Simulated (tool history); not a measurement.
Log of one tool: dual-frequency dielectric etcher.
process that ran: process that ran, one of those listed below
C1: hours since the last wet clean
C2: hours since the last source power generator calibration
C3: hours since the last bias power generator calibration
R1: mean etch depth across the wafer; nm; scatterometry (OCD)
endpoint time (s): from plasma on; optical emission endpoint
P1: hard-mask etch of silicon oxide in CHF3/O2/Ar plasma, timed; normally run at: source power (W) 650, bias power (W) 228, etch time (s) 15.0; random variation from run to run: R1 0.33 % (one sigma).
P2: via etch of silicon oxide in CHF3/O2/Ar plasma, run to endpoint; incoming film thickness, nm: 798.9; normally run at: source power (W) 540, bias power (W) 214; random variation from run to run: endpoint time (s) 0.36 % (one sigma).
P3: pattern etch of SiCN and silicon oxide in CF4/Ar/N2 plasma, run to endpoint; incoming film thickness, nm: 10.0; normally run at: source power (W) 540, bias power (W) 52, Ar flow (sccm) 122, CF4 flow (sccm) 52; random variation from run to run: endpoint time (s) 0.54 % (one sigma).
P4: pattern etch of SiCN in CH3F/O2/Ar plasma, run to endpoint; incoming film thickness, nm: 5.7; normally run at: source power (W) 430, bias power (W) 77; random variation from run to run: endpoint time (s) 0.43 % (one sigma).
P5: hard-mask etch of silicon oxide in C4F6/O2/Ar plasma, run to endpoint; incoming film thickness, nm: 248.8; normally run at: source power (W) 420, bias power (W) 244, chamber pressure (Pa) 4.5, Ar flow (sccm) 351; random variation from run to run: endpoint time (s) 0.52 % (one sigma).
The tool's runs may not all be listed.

run 1 hour=5.1 | process_that_ran=P1 source_power_(W)=650 bias_power_(W)=228 etch_time_(s)=15.0 | C1=314.7 C2=423.7 C3=210.3 | R1=32.959
run 2 hour=14.5 | process_that_ran=P3 source_power_(W)=540 bias_power_(W)=37 Ar_flow_(sccm)=122 CF4_flow_(sccm)=52 | C1=324.1 C2=433.1 C3=219.7 | endpoint_time_(s)=13.164
run 3 hour=26.0 | process_that_ran=P1 source_power_(W)=880 bias_power_(W)=228 etch_time_(s)=15.0 | C1=335.6 C2=444.6 C3=231.2 | R1=36.884
run 4 hour=31.5 | process_that_ran=P1 source_power_(W)=650 bias_power_(W)=228 etch_time_(s)=15.0 | C1=341.1 C2=450.1 C3=236.7 | R1=33.070
run 5 hour=42.9 | process_that_ran=P1 source_power_(W)=440 bias_power_(W)=228 etch_time_(s)=15.0 | C1=352.5 C2=461.5 C3=248.1 | R1=28.447
run 6 hour=51.5 | process_that_ran=P1 source_power_(W)=650 bias_power_(W)=228 etch_time_(s)=15.0 | C1=361.1 C2=470.1 C3=256.7 | R1=32.885
run 7 hour=60.8 | process_that_ran=P4 source_power_(W)=590 bias_power_(W)=77 | C1=370.4 C2=479.4 C3=266.0 | endpoint_time_(s)=12.749
run 8 hour=66.8 | process_that_ran=P5 source_power_(W)=420 bias_power_(W)=244 Ar_flow_(sccm)=351 chamber_pressure_(Pa)=4.5 | C1=376.4 C2=485.4 C3=272.0 | endpoint_time_(s)=71.264
run 9 hour=76.6 | process_that_ran=P5 source_power_(W)=420 bias_power_(W)=244 Ar_flow_(sccm)=351 chamber_pressure_(Pa)=3.6 | C1=386.2 C2=495.2 C3=281.8 | endpoint_time_(s)=70.031
run 10 hour=83.0 | process_that_ran=P1 source_power_(W)=650 bias_power_(W)=140 etch_time_(s)=15.0 | C1=392.6 C2=501.6 C3=288.2 | R1=27.945
-- hour=85.5 bias power generator calibrated
run 11 hour=94.3 | process_that_ran=P2 source_power_(W)=540 bias_power_(W)=214 | C1=403.9 C2=512.9 C3=8.8 | endpoint_time_(s)=395.070
run 12 hour=105.8 | process_that_ran=P3 source_power_(W)=540 bias_power_(W)=52 Ar_flow_(sccm)=122 CF4_flow_(sccm)=52 | C1=415.4 C2=524.4 C3=20.3 | endpoint_time_(s)=11.844
run 13 hour=112.3 | process_that_ran=P1 source_power_(W)=650 bias_power_(W)=228 etch_time_(s)=15.0 | C1=421.9 C2=530.9 C3=26.8 | R1=32.972
run 14 hour=119.5 | process_that_ran=P1 source_power_(W)=870 bias_power_(W)=228 etch_time_(s)=20.5 | C1=429.1 C2=538.1 C3=34.0 | R1=50.261
run 15 hour=129.2 | process_that_ran=P2 source_power_(W)=540 bias_power_(W)=288 | C1=438.8 C2=547.8 C3=43.7 | endpoint_time_(s)=356.870
run 16 hour=134.7 | process_that_ran=P3 source_power_(W)=540 bias_power_(W)=52 Ar_flow_(sccm)=122 CF4_flow_(sccm)=41 | C1=444.3 C2=553.3 C3=49.2 | endpoint_time_(s)=12.248
run 17 hour=145.1 | process_that_ran=P5 source_power_(W)=420 bias_power_(W)=244 Ar_flow_(sccm)=351 chamber_pressure_(Pa)=4.5 | C1=454.7 C2=563.7 C3=59.6 | endpoint_time_(s)=71.253
run 18 hour=150.8 | process_that_ran=P1 source_power_(W)=650 bias_power_(W)=300 etch_time_(s)=15.0 | C1=460.4 C2=569.4 C3=65.3 | R1=36.276
run 19 hour=158.3 | process_that_ran=P2 source_power_(W)=540 bias_power_(W)=214 | C1=467.9 C2=576.9 C3=72.8 | endpoint_time_(s)=396.660
run 20 hour=163.7 | process_that_ran=P5 source_power_(W)=420 bias_power_(W)=339 Ar_flow_(sccm)=351 chamber_pressure_(Pa)=4.5 | C1=473.3 C2=582.3 C3=78.2 | endpoint_time_(s)=63.482
run 21 hour=174.3 | process_that_ran=P5 source_power_(W)=420 bias_power_(W)=244 Ar_flow_(sccm)=494 chamber_pressure_(Pa)=4.5 | C1=483.9 C2=592.9 C3=88.8 | endpoint_time_(s)=74.396
run 22 hour=183.1 | process_that_ran=P1 source_power_(W)=650 bias_power_(W)=228 etch_time_(s)=15.0 | C1=492.7 C2=601.7 C3=97.6 | R1=32.929
run 23 hour=192.0 | process_that_ran=P3 source_power_(W)=330 bias_power_(W)=52 Ar_flow_(sccm)=122 CF4_flow_(sccm)=52 | C1=501.6 C2=610.6 C3=106.5 | endpoint_time_(s)=18.140
run 24 hour=200.3 | process_that_ran=P4 source_power_(W)=430 bias_power_(W)=62 | C1=509.9 C2=618.9 C3=114.8 | endpoint_time_(s)=15.438
-- hour=204.0 wet clean of the chamber
run 25 hour=209.5 | process_that_ran=P2 source_power_(W)=750 bias_power_(W)=214 | C1=5.5 C2=628.1 C3=124.0 | endpoint_time_(s)=347.610
run 26 hour=216.9 | process_that_ran=P4 source_power_(W)=430 bias_power_(W)=77 | C1=12.9 C2=635.5 C3=131.4 | endpoint_time_(s)=14.526
run 27 hour=226.4 | process_that_ran=P1 source_power_(W)=650 bias_power_(W)=228 etch_time_(s)=8.0 | C1=22.4 C2=645.0 C3=140.9 | R1=17.656
run 28 hour=235.0 | process_that_ran=P1 source_power_(W)=650 bias_power_(W)=228 etch_time_(s)=20.5 | C1=31.0 C2=653.6 C3=149.5 | R1=44.941
run 29 hour=241.5 | process_that_ran=P4 source_power_(W)=430 bias_power_(W)=77 | C1=37.5 C2=660.1 C3=156.0 | endpoint_time_(s)=14.385
run 30 hour=250.8 | process_that_ran=P1 source_power_(W)=650 bias_power_(W)=228 etch_time_(s)=15.0 | C1=46.8 C2=669.4 C3=165.3 | R1=32.892
run 31 hour=260.7 | process_that_ran=P3 source_power_(W)=540 bias_power_(W)=52 Ar_flow_(sccm)=168 CF4_flow_(sccm)=52 | C1=56.7 C2=679.3 C3=175.2 | endpoint_time_(s)=12.453
run 32 hour=270.1 | process_that_ran=P5 source_power_(W)=280 bias_power_(W)=244 Ar_flow_(sccm)=351 chamber_pressure_(Pa)=4.5 | C1=66.1 C2=688.7 C3=184.6 | endpoint_time_(s)=82.978
run 33 hour=279.5 | process_that_ran=P1 source_power_(W)=650 bias_power_(W)=228 etch_time_(s)=15.0 | C1=75.5 C2=698.1 C3=194.0 | R1=32.994
run 34 hour=286.1 | process_that_ran=P1 source_power_(W)=650 bias_power_(W)=228 etch_time_(s)=15.0 | C1=82.1 C2=704.7 C3=200.6 | R1=33.031
run 35 hour=291.9 | process_that_ran=P1 source_power_(W)=650 bias_power_(W)=228 etch_time_(s)=15.0 | C1=87.9 C2=710.5 C3=206.4 | R1=33.386
run 36 hour=300.0 | process_that_ran=P1 source_power_(W)=650 bias_power_(W)=228 etch_time_(s)=15.0 | C1=96.0 C2=718.6 C3=214.5 | R1=33.190
run 37 hour=311.1 | process_that_ran=P1 source_power_(W)=650 bias_power_(W)=228 etch_time_(s)=15.0 | C1=107.1 C2=729.7 C3=225.6 | R1=33.282
-- hour=315.8 wet clean of the chamber
run 38 hour=320.7 | process_that_ran=P1 source_power_(W)=650 bias_power_(W)=228 etch_time_(s)=15.0 | C1=4.9 C2=739.3 C3=235.2 | R1=33.319
run 39 hour=327.7 | process_that_ran=P1 source_power_(W)=650 bias_power_(W)=228 etch_time_(s)=15.0 | C1=11.9 C2=746.3 C3=242.2 | R1=33.589
run 40 hour=336.6 | process_that_ran=P1 source_power_(W)=650 bias_power_(W)=228 etch_time_(s)=15.0 | C1=20.8 C2=755.2 C3=251.1 | R1=33.523
run 41 hour=344.5 | process_that_ran=P1 source_power_(W)=650 bias_power_(W)=228 etch_time_(s)=15.0 | C1=28.7 C2=763.1 C3=259.0 | R1=33.384
run 42 hour=355.7 | process_that_ran=P1 source_power_(W)=650 bias_power_(W)=228 etch_time_(s)=15.0 | C1=39.9 C2=774.3 C3=270.2 | R1=33.293
run 43 hour=361.9 | process_that_ran=P1 source_power_(W)=650 bias_power_(W)=228 etch_time_(s)=15.0 | C1=46.1 C2=780.5 C3=276.4 | R1=33.359

What P1 gives has crept away from where it was. These 2 causes fit the log equally well, each at the size given:
A: bias power that arrives over what is set, % = 4.77
B: source power that arrives over what is set, % = 4.42
The creep began at about hour 279.5.
Why every other cause is out:
chamber walls in a state that raises the etch rate, %: serviced at hour 315.8, which brought nothing back

4 check runs are offered, each on 5 wafers whose results are averaged, their results left as question marks. Which one tells the causes apart?
run check 1 hour=368.1 | process_that_ran=P5 source_power_(W)=320 bias_power_(W)=244 Ar_flow_(sccm)=491 chamber_pressure_(Pa)=4.5 | endpoint_time_(s)=?
run check 2 hour=368.1 | process_that_ran=P3 source_power_(W)=340 bias_power_(W)=52 Ar_flow_(sccm)=163 CF4_flow_(sccm)=52 | endpoint_time_(s)=?
run check 3 hour=368.1 | process_that_ran=P2 source_power_(W)=730 bias_power_(W)=282 | endpoint_time_(s)=?
run check 4 hour=368.1 | process_that_ran=P4 source_power_(W)=550 bias_power_(W)=77 | endpoint_time_(s)=?

What each check would give under each cause:
check=check_1 result=endpoint_time_(s) if_A=80.991 if_B=80.949
check=check_2 result=endpoint_time_(s) if_A=18.305 if_B=17.933
check=check_3 result=endpoint_time_(s) if_A=315.240 if_B=315.450
check=check_4 result=endpoint_time_(s) if_A=12.875 if_B=12.876
How far apart the two closest causes lie, in the result that separates them most: check 1 0.05 %; check 2 2.05 %; check 3 0.07 %; check 4 0.01 %
Only check 2 tells the causes apart: in the others they would give nearly the same result.

Then check 2 was run and gave: endpoint time (s) 18.255. Which cause is it?

It is A: bias power that arrives over what is set, %.

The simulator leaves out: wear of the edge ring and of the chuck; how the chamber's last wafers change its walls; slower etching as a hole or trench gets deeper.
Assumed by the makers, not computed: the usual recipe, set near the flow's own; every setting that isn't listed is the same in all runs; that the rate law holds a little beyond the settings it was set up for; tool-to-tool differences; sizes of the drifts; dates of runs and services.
